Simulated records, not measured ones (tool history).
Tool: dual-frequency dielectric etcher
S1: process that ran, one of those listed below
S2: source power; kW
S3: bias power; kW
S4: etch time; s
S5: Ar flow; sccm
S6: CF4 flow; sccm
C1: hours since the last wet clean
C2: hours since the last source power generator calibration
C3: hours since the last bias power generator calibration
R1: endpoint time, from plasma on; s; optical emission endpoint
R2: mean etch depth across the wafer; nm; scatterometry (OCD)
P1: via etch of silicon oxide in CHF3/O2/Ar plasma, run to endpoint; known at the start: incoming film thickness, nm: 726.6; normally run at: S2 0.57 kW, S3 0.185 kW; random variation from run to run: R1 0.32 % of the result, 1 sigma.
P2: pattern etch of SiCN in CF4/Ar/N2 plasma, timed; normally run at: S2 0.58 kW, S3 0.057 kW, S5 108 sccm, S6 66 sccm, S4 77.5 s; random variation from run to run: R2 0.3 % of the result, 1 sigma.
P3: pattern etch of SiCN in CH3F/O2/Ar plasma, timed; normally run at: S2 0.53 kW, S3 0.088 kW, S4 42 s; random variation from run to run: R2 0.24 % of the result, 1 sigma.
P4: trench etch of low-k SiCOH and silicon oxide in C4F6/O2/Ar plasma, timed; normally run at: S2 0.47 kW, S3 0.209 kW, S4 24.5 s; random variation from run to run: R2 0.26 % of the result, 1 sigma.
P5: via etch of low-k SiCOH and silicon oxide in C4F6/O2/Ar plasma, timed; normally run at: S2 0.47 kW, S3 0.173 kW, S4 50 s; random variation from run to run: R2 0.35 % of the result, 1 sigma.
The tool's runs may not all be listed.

run   hour  S1    S2     S3    S4   S5  S6     C1      C2      C3      R1      R2
  1   12.4  P1  0.57  0.185                 198.1   836.7  1114.7  364.52
  2   24.8  P5  0.47  0.173    50           210.5   849.1  1127.1          147.35
  3   37.2  P1  0.57  0.185                 222.9   861.5  1139.5  361.87
      39.8  -- bias power generator calibrated
  4   45.8  P2  0.58  0.057  77.5  108  92  231.5   870.1     6.1          80.223
  5     57  P4  0.47  0.167  24.5           242.7   881.3    17.3          80.937
  6   70.6  P3  0.53  0.088  53.5           256.3   894.9    30.9          23.454
  7   82.3  P4  0.47  0.209  24.5             268   906.6    42.6           86.75
  8     94  P1  0.38  0.233                 279.7   918.3    54.3  389.04
  9  105.8  P2  0.58  0.038  77.5  108  66  291.5   930.1    66.1           67.08
 10  114.2  P5  0.66  0.173    50           299.9   938.5    74.5          167.69
 11  128.5  P2  0.58  0.057  77.5  137  66  314.2   952.8    88.8          72.948
 12  140.3  P4  0.28  0.209  24.5             326   964.6   100.6          71.033
 13  149.4  P3  0.53  0.088    42           335.1   973.7   109.7          18.381
 14  160.6  P4  0.47  0.209  13.5           346.3   984.9   120.9          47.844
 15  170.3  P1  0.57  0.185                   356   994.6   130.6  360.11
 16  178.3  P3  0.31  0.088    42             364  1002.6   138.6          15.167
 17    191  P1  0.37  0.185                 376.7  1015.3   151.3  426.44
 18  198.8  P1  0.57  0.257                 384.5  1023.1   159.1  324.17
 19  214.1  P2  0.75  0.057  77.5  108  66  399.8  1038.4   174.4          95.478
 20  226.1  P5  0.47  0.173    50           411.8  1050.4   186.4          147.45
 21  241.3  P5  0.47  0.221    50             427  1065.6   201.6          158.93
 22  256.1  P3  0.53  0.052    42           441.8  1080.4   216.4          15.423
 23  267.8  P2  0.58  0.057  77.5  108  66  453.5  1092.1   228.1          76.437
 24  283.6  P5  0.47  0.173  69.5           469.3  1107.9   243.9           203.2

Forecast run 25:
     285.6  -- source power generator calibrated
 25   295  P1  0.57  0.139              480.7  9.5  255.3   ?

R1: 399.39 s
